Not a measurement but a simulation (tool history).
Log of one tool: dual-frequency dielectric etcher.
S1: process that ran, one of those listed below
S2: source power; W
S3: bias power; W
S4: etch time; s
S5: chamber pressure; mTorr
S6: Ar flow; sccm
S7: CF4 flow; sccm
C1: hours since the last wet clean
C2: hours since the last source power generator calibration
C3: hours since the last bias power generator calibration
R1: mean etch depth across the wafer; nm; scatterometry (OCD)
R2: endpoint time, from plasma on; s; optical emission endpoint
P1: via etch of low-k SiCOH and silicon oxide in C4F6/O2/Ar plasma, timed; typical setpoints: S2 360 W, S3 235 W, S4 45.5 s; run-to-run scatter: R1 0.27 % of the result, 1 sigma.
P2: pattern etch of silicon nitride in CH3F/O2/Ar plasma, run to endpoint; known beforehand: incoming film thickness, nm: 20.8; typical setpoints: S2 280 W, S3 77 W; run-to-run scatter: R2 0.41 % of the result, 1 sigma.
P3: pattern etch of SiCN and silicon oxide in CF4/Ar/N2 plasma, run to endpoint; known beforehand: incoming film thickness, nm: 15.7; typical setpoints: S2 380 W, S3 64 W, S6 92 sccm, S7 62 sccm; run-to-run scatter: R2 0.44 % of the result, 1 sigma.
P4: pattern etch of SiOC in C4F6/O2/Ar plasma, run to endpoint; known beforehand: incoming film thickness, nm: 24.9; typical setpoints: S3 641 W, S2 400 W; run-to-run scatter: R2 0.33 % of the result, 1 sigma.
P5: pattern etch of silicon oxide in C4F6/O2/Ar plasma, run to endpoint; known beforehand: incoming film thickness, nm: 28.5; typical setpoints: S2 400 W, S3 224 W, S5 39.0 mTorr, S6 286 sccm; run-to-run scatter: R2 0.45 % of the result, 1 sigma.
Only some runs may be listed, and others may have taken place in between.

run 1 day=0.412 | S1=P1 S2=360 S3=235 S4=45.5 | C1=189.0 C2=797.8 C3=1948.1 | R1=119.820
run 2 day=0.796 | S1=P1 S2=360 S3=328 S4=45.5 | C1=198.2 C2=807.0 C3=1957.3 | R1=133.680
-- day=1.125 wet clean of the chamber
run 3 day=1.258 | S1=P5 S2=400 S3=224 S5=52.5 S6=286 | C1=3.3 C2=818.1 C3=1968.4 | R2=8.8558
run 4 day=1.508 | S1=P1 S2=430 S3=235 S4=64.0 | C1=9.3 C2=824.1 C3=1974.4 | R1=179.840
-- day=1.808 source power generator calibrated
run 5 day=1.946 | S1=P1 S2=360 S3=167 S4=45.5 | C1=19.8 C2=3.3 C3=1984.9 | R1=107.310
run 6 day=2.254 | S1=P5 S2=400 S3=181 S5=39.0 S6=286 | C1=27.2 C2=10.7 C3=1992.3 | R2=9.1826
run 7 day=2.550 | S1=P3 S2=380 S3=64 S6=116 S7=62 | C1=34.3 C2=17.8 C3=1999.4 | R2=22.4030
run 8 day=2.767 | S1=P2 S2=280 S3=52 | C1=39.5 C2=23.0 C3=2004.6 | R2=38.7910
run 9 day=3.204 | S1=P2 S2=280 S3=77 | C1=50.0 C2=33.5 C3=2015.1 | R2=34.0680
run 10 day=3.608 | S1=P3 S2=510 S3=64 S6=92 S7=62 | C1=59.7 C2=43.2 C3=2024.8 | R2=16.4840
run 11 day=4.042 | S1=P1 S2=260 S3=279 S4=45.5 | C1=70.1 C2=53.6 C3=2035.2 | R1=112.140
run 12 day=4.375 | S1=P1 S2=360 S3=235 S4=45.5 | C1=78.1 C2=61.6 C3=2043.2 | R1=119.690
run 13 day=4.700 | S1=P2 S2=380 S3=77 | C1=85.9 C2=69.4 C3=2051.0 | R2=30.1430
run 14 day=5.012 | S1=P4 S2=250 S3=641 | C1=93.4 C2=76.9 C3=2058.5 | R2=9.1907
run 15 day=5.400 | S1=P5 S2=400 S3=224 S5=39.0 S6=286 | C1=102.7 C2=86.2 C3=2067.8 | R2=8.5036
run 16 day=5.646 | S1=P1 S2=360 S3=235 S4=59.0 | C1=108.6 C2=92.1 C3=2073.7 | R1=155.420
run 17 day=5.975 | S1=P5 S2=510 S3=224 S5=39.0 S6=286 | C1=116.5 C2=100.0 C3=2081.6 | R2=7.8277
run 18 day=6.304 | S1=P3 S2=380 S3=64 S6=92 S7=42 | C1=124.4 C2=107.9 C3=2089.5 | R2=22.8360
run 19 day=6.712 | S1=P3 S2=380 S3=39 S6=92 S7=62 | C1=134.2 C2=117.7 C3=2099.3 | R2=24.9950
run 20 day=7.038 | S1=P1 S2=360 S3=235 S4=25.0 | C1=142.0 C2=125.5 C3=2107.1 | R1=65.846
run 21 day=7.296 | S1=P2 S2=280 S3=77 | C1=148.2 C2=131.7 C3=2113.3 | R2=33.9170
run 22 day=7.725 | S1=P1 S2=360 S3=235 S4=45.5 | C1=158.5 C2=142.0 C3=2123.6 | R1=119.750
run 23 day=7.971 | S1=P1 S2=220 S3=235 S4=45.5 | C1=164.4 C2=147.9 C3=2129.5 | R1=99.108
run 24 day=8.242 | S1=P1 S2=430 S3=235 S4=45.5 | C1=170.9 C2=154.4 C3=2136.0 | R1=127.990
run 25 day=8.579 | S1=P3 S2=380 S3=64 S6=92 S7=62 | C1=179.0 C2=162.5 C3=2144.1 | R2=21.4450
run 26 day=8.796 | S1=P4 S2=400 S3=641 | C1=184.2 C2=167.7 C3=2149.3 | R2=7.7895
run 27 day=9.242 | S1=P4 S2=400 S3=884 | C1=194.9 C2=178.4 C3=2160.0 | R2=6.8492
run 28 day=9.458 | S1=P5 S2=400 S3=224 S5=39.0 S6=398 | C1=200.1 C2=183.6 C3=2165.2 | R2=8.8378
run 29 day=9.838 | S1=P1 S2=360 S3=235 S4=45.5 | C1=209.2 C2=192.7 C3=2174.3 | R1=119.650
run 30 day=10.092 | S1=P1 S2=360 S3=235 S4=45.5 | C1=215.3 C2=198.8 C3=2180.4 | R1=120.170
run 31 day=10.304 | S1=P1 S2=360 S3=235 S4=45.5 | C1=220.4 C2=203.9 C3=2185.5 | R1=120.300
run 32 day=10.612 | S1=P1 S2=360 S3=235 S4=45.5 | C1=227.8 C2=211.3 C3=2192.9 | R1=120.660
run 33 day=10.888 | S1=P1 S2=360 S3=235 S4=45.5 | C1=234.4 C2=217.9 C3=2199.5 | R1=121.090
run 34 day=11.221 | S1=P1 S2=360 S3=235 S4=45.5 | C1=242.4 C2=225.9 C3=2207.5 | R1=121.410
run 35 day=11.562 | S1=P1 S2=360 S3=235 S4=45.5 | C1=250.6 C2=234.1 C3=2215.7 | R1=121.470
run 36 day=11.975 | S1=P1 S2=360 S3=235 S4=45.5 | C1=260.5 C2=244.0 C3=2225.6 | R1=122.330
-- day=12.225 wet clean of the chamber
run 37 day=12.292 | S1=P1 S2=360 S3=235 S4=45.5 | C1=1.7 C2=251.6 C3=2233.2 | R1=121.990
run 38 day=12.654 | S1=P1 S2=360 S3=235 S4=45.5 | C1=10.4 C2=260.3 C3=2241.9 | R1=122.010
run 39 day=13.050 | S1=P1 S2=360 S3=235 S4=45.5 | C1=19.9 C2=269.8 C3=2251.4 | R1=121.320

What P1 gives has crept off from where it sat before. The 2 causes that follow fit the log equally well, each at the size noted:
A: source power that arrives over what is set, % = 3.75
B: bias power that arrives over what is set, % = 4.27
At approximately day 10.092, the process output began to creep.
Excluded causes, each with its reason:
chamber walls in a state that raises the etch rate, %: work on it at day 12.225, done after the drift set in, did not restore what the process gave before

Which of the 4 check runs listed below, each an average over 3 wafers with its results shown as question marks, gives clearly different results under the different listed causes?
run check 1 day=13.446 | S1=P4 S2=280 S3=765 | R2=?
run check 2 day=13.446 | S1=P2 S2=350 S3=62 | R2=?
run check 3 day=13.446 | S1=P3 S2=380 S3=41 S6=92 S7=62 | R2=?
run check 4 day=13.446 | S1=P5 S2=400 S3=224 S5=39.0 S6=333 | R2=?

What each check would give under each cause:
check=check_1 result=R2 if_A=8.1044 if_B=8.0761
check=check_2 result=R2 if_A=33.1940 if_B=33.1940
check=check_3 result=R2 if_A=23.9560 if_B=24.4480
check=check_4 result=R2 if_A=8.5713 if_B=8.5738
Separation of the two closest causes in each check, using whichever result separates them best: check 1 0.35 %; check 2 0 %; check 3 2.03 %; check 4 0.03 %
Of the check runs offered, only check 3 discriminates between the causes; the rest would read about the same regardless of which cause applies.

After running check 3, the following was obtained: R2 24.4200 s. Which cause does this point to?

Of the candidate causes, it is B: bias power that arrives over what is set, %.
